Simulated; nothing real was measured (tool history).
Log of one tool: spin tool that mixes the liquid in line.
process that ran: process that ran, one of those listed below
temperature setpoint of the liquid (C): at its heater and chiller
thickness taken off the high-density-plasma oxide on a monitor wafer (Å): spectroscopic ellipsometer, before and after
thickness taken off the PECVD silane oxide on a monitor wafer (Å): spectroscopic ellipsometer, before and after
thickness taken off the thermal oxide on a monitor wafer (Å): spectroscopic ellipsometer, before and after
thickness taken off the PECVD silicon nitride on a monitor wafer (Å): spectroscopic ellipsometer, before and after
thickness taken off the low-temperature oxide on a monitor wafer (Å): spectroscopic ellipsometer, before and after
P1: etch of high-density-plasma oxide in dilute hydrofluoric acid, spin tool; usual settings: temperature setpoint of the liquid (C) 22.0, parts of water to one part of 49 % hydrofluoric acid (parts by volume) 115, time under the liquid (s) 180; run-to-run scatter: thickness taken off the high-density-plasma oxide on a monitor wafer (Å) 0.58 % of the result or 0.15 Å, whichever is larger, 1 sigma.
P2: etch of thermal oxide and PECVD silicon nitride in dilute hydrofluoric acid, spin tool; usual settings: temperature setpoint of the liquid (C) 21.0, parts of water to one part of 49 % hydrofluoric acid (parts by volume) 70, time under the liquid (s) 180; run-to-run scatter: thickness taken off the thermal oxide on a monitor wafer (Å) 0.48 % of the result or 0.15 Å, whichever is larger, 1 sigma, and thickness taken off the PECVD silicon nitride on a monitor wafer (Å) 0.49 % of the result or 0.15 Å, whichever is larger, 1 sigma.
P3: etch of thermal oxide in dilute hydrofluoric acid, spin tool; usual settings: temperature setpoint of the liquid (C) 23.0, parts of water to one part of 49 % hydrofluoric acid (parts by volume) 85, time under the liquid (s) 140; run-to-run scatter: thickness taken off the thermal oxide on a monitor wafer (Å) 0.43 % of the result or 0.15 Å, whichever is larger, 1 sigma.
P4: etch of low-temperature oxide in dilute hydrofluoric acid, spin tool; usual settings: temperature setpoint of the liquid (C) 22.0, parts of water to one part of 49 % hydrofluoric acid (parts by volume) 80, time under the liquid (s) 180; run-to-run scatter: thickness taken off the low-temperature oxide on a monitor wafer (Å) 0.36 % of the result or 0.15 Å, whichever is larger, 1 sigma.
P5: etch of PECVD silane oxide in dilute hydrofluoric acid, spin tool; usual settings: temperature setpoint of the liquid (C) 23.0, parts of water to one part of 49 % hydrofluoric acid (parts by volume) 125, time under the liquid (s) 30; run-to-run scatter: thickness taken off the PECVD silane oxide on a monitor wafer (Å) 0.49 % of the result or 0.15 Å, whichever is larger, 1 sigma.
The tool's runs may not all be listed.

run	hour	process that ran	temperature setpoint of the liquid (C)	parts of water to one part of 49 % hydrofluoric acid (parts by volume)	time under the liquid (s)	hours since the thermometer was replaced	hours since the hydrofluoric acid flow meter was replaced	thickness taken off the high-density-plasma oxide on a monitor wafer (Å)	thickness taken off the PECVD silane oxide on a monitor wafer (Å)	thickness taken off the thermal oxide on a monitor wafer (Å)	thickness taken off the PECVD silicon nitride on a monitor wafer (Å)	thickness taken off the low-temperature oxide on a monitor wafer (Å)
1	8.1	P1	22.0	115	180	383.2	1082.3	111.080				
2	15.6	P1	22.0	25	180	390.7	1089.8	576.170				
3	24.1	P5	17.0	125	30	399.2	1098.3		54.201			
4	33.3	P1	22.0	115	180	408.4	1107.5	111.270				
5	43.0	P1	22.0	115	180	418.1	1117.2	110.230				
6	52.6	P1	30.0	115	180	427.7	1126.8	150.860				
7	60.9	P5	23.0	205	30	436.0	1135.1		38.737			
8	68.0	P2	21.0	70	180	443.1	1142.2			108.760	51.094	
9	73.9	P1	22.0	115	260	449.0	1148.1	157.430				
10	82.9	P1	22.0	115	180	458.0	1157.1	110.530				
11	92.9	P1	22.0	115	180	468.0	1167.1	110.560				
12	98.4	P3	23.0	85	75	473.5	1172.6			41.515		
13	107.8	P3	19.0	85	140	482.9	1182.0			65.339		
14	116.4	P1	22.0	115	180	491.5	1190.6	109.670				
15	121.9	P5	23.0	125	30	497.0	1196.1		70.144			
16	128.0	P2	21.0	100	180	503.1	1202.2			74.010	35.568	
17	137.5	P1	22.0	40	290	512.6	1211.7	566.980				
18	142.5	P1	22.0	115	85	517.6	1216.7	52.525				
19	149.2	P4	22.0	80	55	524.3	1223.4					128.21
20	158.6	P1	17.5	115	180	533.7	1232.8	92.544				
21	167.6	P5	23.0	125	15	542.7	1241.8		35.015			
22	176.0	P3	23.0	85	140	551.1	1250.2			77.261		
23	182.2	P2	17.0	70	180	557.3	1256.4			92.233	38.408	
24	191.5	P2	21.0	70	180	566.6	1265.7			109.440	51.083	
25	200.6	P2	21.0	70	45	575.7	1274.8			27.080	12.764	
26	210.8	P4	22.0	40	180	585.9	1285.0					885.63
27	219.0	P1	17.5	115	325	594.1	1293.2	165.810				
28	224.6	P4	28.0	80	180	599.7	1298.8					533.24
29	232.9	P1	22.0	170	180	608.0	1307.1	70.035				
30	238.9	P3	23.0	30	140	614.0	1313.1			235.470		
31	247.7	P4	22.0	80	180	622.8	1321.9					419.53
32	257.7	P1	29.5	115	295	632.8	1331.9	240.350				
33	263.5	P4	22.0	80	180	638.6	1337.7					419.38
34	273.2	P1	22.0	115	180	648.3	1347.4	110.740				
35	282.4	P1	22.0	115	180	657.5	1356.6	108.200				
36	290.7	P1	22.0	115	180	665.8	1364.9	105.690				
37	298.9	P1	22.0	115	180	674.0	1373.1	106.020				
38	304.9	P1	22.0	115	180	680.0	1379.1	105.040				
39	312.9	P1	22.0	115	180	688.0	1387.1	104.080				
40	322.7	P1	22.0	115	180	697.8	1396.9	104.840				
41	328.1	P1	22.0	115	180	703.2	1402.3	103.300				
42	337.7	P1	22.0	115	180	712.8	1411.9	103.660				

What P1 gives has crept away from where it was. These 2 causes fit the log equally well, each at the size given:
A: liquid colder than its thermometer reads (K) = 1.44
B: hydrofluoric acid flow below the setpoint (%) = 4.95
The creep began at about hour 273.2.

4 check runs are offered, one wafer each, their results left as question marks. Which one tells the causes apart?
check 1	347.3	P4	22.0	80	180							?
check 2	347.3	P2	21.0	70	180					?	?	
check 3	347.3	P5	23.0	125	30				?			
check 4	347.3	P3	23.0	85	140					?		

What each check would give under each cause:
check	result	if A	if B
check 1	thickness taken off the low-temperature oxide on a monitor wafer (Å)	396.36	397.72
check 2	thickness taken off the thermal oxide on a monitor wafer (Å)	102.870	103.380
check 2	thickness taken off the PECVD silicon nitride on a monitor wafer (Å)	45.979	48.303
check 3	thickness taken off the PECVD silane oxide on a monitor wafer (Å)	65.804	65.719
check 4	thickness taken off the thermal oxide on a monitor wafer (Å)	73.050	73.221
How far apart the two closest causes lie, in the result that separates them most: check 1 0.34 %; check 2 4.93 %; check 3 0.13 %; check 4 0.23 %
Only check 2 tells the causes apart: in the others they would give nearly the same result.

Then check 2 was run and gave: thickness taken off the thermal oxide on a monitor wafer (Å) 103.950; thickness taken off the PECVD silicon nitride on a monitor wafer (Å) 48.635. Which cause is it?

It is B: hydrofluoric acid flow below the setpoint (%).
